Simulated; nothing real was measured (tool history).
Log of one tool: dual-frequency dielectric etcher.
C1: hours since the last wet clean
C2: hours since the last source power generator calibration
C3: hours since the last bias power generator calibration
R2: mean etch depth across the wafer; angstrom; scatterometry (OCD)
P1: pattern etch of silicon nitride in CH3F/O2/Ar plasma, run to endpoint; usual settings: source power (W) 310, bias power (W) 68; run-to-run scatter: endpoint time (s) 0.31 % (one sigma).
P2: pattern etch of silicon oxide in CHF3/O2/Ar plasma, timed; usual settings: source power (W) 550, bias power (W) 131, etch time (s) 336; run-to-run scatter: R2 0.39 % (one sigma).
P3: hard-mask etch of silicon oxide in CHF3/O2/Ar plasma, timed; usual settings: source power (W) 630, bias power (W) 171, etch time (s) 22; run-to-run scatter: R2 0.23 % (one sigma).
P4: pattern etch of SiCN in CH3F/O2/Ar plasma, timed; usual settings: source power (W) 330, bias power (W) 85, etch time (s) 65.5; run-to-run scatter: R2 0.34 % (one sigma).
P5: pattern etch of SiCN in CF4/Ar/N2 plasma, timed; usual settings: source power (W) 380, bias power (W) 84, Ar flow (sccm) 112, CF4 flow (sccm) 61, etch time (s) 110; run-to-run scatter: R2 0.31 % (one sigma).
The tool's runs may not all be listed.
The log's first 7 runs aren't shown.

{"run": 8, "hour": 67.9, "process that ran": "P1", "source power (W)": 310, "bias power (W)": 68, "C1": 390.6, "C2": 1297.6, "C3": 1790.9, "endpoint time (s)": 33.889}
{"run": 9, "hour": 78.0, "process that ran": "P2", "source power (W)": 550, "bias power (W)": 131, "etch time (s)": 201, "C1": 400.7, "C2": 1307.7, "C3": 1801, "R2": 3419.4}
{"run": 10, "hour": 87.5, "process that ran": "P3", "source power (W)": 630, "bias power (W)": 224, "etch time (s)": 22, "C1": 410.2, "C2": 1317.2, "C3": 1810.5, "R2": 490.22}
{"run": 11, "hour": 93.4, "process that ran": "P3", "source power (W)": 630, "bias power (W)": 171, "etch time (s)": 32, "C1": 416.1, "C2": 1323.1, "C3": 1816.4, "R2": 646.13}
{"run": 12, "hour": 100.8, "process that ran": "P2", "source power (W)": 550, "bias power (W)": 183, "etch time (s)": 336, "C1": 423.5, "C2": 1330.5, "C3": 1823.8, "R2": 6386.6}
{"run": 13, "hour": 109.6, "process that ran": "P5", "source power (W)": 380, "bias power (W)": 84, "Ar flow (sccm)": 112, "CF4 flow (sccm)": 61, "etch time (s)": 83.5, "C1": 432.3, "C2": 1339.3, "C3": 1832.6, "R2": 635.72}
{"run": 14, "hour": 117.2, "process that ran": "P1", "source power (W)": 230, "bias power (W)": 68, "C1": 439.9, "C2": 1346.9, "C3": 1840.2, "endpoint time (s)": 37.671}
{"run": 15, "hour": 125.6, "process that ran": "P5", "source power (W)": 380, "bias power (W)": 84, "Ar flow (sccm)": 112, "CF4 flow (sccm)": 61, "etch time (s)": 110, "C1": 448.3, "C2": 1355.3, "C3": 1848.6, "R2": 839}
{"run": 16, "hour": 131.1, "process that ran": "P5", "source power (W)": 380, "bias power (W)": 84, "Ar flow (sccm)": 112, "CF4 flow (sccm)": 44, "etch time (s)": 110, "C1": 453.8, "C2": 1360.8, "C3": 1854.1, "R2": 800}
{"run": 17, "hour": 137.1, "process that ran": "P5", "source power (W)": 380, "bias power (W)": 84, "Ar flow (sccm)": 88, "CF4 flow (sccm)": 61, "etch time (s)": 110, "C1": 459.8, "C2": 1366.8, "C3": 1860.1, "R2": 867.7}
{"run": 18, "hour": 143.0, "process that ran": "P4", "source power (W)": 330, "bias power (W)": 85, "etch time (s)": 86.5, "C1": 465.7, "C2": 1372.7, "C3": 1866, "R2": 316.62}
{"run": 19, "hour": 149.9, "process that ran": "P1", "source power (W)": 310, "bias power (W)": 48, "C1": 472.6, "C2": 1379.6, "C3": 1872.9, "endpoint time (s)": 37.913}
{"run": 20, "hour": 160.1, "process that ran": "P1", "source power (W)": 310, "bias power (W)": 93, "C1": 482.8, "C2": 1389.8, "C3": 1883.1, "endpoint time (s)": 30.238}
{"run": 21, "hour": 169.4, "process that ran": "P4", "source power (W)": 330, "bias power (W)": 85, "etch time (s)": 65.5, "C1": 492.1, "C2": 1399.1, "C3": 1892.4, "R2": 239.23}
{"run": 22, "hour": 179.0, "process that ran": "P1", "source power (W)": 310, "bias power (W)": 68, "C1": 501.7, "C2": 1408.7, "C3": 1902, "endpoint time (s)": 33.913}
{"run": 23, "hour": 185.2, "process that ran": "P2", "source power (W)": 550, "bias power (W)": 131, "etch time (s)": 336, "C1": 507.9, "C2": 1414.9, "C3": 1908.2, "R2": 5746.2}
{"run": 24, "hour": 191.0, "process that ran": "P3", "source power (W)": 630, "bias power (W)": 171, "etch time (s)": 22, "C1": 513.7, "C2": 1420.7, "C3": 1914, "R2": 444.88}
{"run": 25, "hour": 200.2, "process that ran": "P4", "source power (W)": 330, "bias power (W)": 85, "etch time (s)": 65.5, "C1": 522.9, "C2": 1429.9, "C3": 1923.2, "R2": 239.62}
{"run": 26, "hour": 209.0, "process that ran": "P5", "source power (W)": 380, "bias power (W)": 58, "Ar flow (sccm)": 112, "CF4 flow (sccm)": 61, "etch time (s)": 110, "C1": 531.7, "C2": 1438.7, "C3": 1932, "R2": 729.94}
{"run": 27, "hour": 219.7, "process that ran": "P1", "source power (W)": 420, "bias power (W)": 51, "C1": 542.4, "C2": 1449.4, "C3": 1942.7, "endpoint time (s)": 33.124}
{"run": 28, "hour": 228.8, "process that ran": "P1", "source power (W)": 310, "bias power (W)": 68, "C1": 551.5, "C2": 1458.5, "C3": 1951.8, "endpoint time (s)": 33.762}
{"run": 29, "hour": 236.2, "process that ran": "P4", "source power (W)": 460, "bias power (W)": 85, "etch time (s)": 65.5, "C1": 558.9, "C2": 1465.9, "C3": 1959.2, "R2": 269.43}
{"run": 30, "hour": 243.8, "process that ran": "P4", "source power (W)": 330, "bias power (W)": 120, "etch time (s)": 65.5, "C1": 566.5, "C2": 1473.5, "C3": 1966.8, "R2": 272.98}

Run 31 comes next. What will it give?
{"run": 31, "hour": 254.2, "process that ran": "P3", "source power (W)": 420, "bias power (W)": 171, "etch time (s)": 22, "C1": 576.9, "C2": 1483.9, "C3": 1977.2, "R2": "?"}

{"run 31": {"R2": 383.64}}

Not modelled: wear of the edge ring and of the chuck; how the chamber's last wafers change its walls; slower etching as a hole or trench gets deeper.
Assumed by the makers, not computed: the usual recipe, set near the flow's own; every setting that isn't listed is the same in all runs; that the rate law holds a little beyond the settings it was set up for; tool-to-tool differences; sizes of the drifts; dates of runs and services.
